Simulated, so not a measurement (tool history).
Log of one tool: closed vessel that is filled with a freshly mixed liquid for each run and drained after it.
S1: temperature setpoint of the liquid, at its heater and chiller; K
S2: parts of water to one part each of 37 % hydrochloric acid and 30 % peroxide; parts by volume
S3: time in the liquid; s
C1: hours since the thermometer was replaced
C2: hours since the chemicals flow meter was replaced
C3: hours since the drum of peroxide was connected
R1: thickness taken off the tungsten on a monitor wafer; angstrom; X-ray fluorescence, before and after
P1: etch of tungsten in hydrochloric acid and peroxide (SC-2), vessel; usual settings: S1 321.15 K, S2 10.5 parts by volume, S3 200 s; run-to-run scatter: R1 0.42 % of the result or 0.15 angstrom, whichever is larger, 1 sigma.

| run | hour | S1 | S2 | S3 | C1 | C2 | C3 | R1 |
|---|---|---|---|---|---|---|---|---|
| 1 | 18.6 | 321.15 | 10.5 | 200 | 1004.1 | 924.8 | 425 | 191.27 |
| 2 | 32 | 321.15 | 10.5 | 200 | 1017.5 | 938.2 | 438.4 | 190.06 |
| 3 | 43.5 | 313.65 | 7 | 200 | 1029 | 949.7 | 449.9 | 157.05 |
| 4 | 61 | 321.15 | 10.5 | 200 | 1046.5 | 967.2 | 467.4 | 189.31 |
|  | 67.1 | chemicals flow meter replaced |
| 5 | 76.2 | 321.15 | 4 | 200 | 1061.7 | 9.2 | 482.6 | 397.42 |
| 6 | 87.7 | 321.15 | 10.5 | 200 | 1073.2 | 20.7 | 494.1 | 189.75 |
| 7 | 104.1 | 321.15 | 10.5 | 200 | 1089.6 | 37.1 | 510.5 | 190.56 |
| 8 | 119.7 | 308.15 | 10.5 | 200 | 1105.2 | 52.7 | 526.1 | 76.327 |
| 9 | 131.7 | 321.15 | 10.5 | 340 | 1117.2 | 64.7 | 538.1 | 324.28 |
| 10 | 145.3 | 332.65 | 10.5 | 200 | 1130.8 | 78.3 | 551.7 | 398.09 |
| 11 | 160.4 | 321.15 | 10.5 | 200 | 1145.9 | 93.4 | 566.8 | 189.97 |
| 12 | 176.9 | 321.15 | 10.5 | 30 | 1162.4 | 109.9 | 583.3 | 28.485 |
| 13 | 191 | 321.15 | 18 | 200 | 1176.5 | 124 | 597.4 | 118.75 |
| 14 | 199.6 | 328.15 | 15 | 200 | 1185.1 | 132.6 | 606 | 222.71 |
| 15 | 212.8 | 321.15 | 10.5 | 200 | 1198.3 | 145.8 | 619.2 | 190.34 |

The next listed run, before its measurement:
| 16 | 224.8 | 321.15 | 10.5 | 200 | 1210.3 | 157.8 | 631.2 | ? |

R1: 195.39 angstrom

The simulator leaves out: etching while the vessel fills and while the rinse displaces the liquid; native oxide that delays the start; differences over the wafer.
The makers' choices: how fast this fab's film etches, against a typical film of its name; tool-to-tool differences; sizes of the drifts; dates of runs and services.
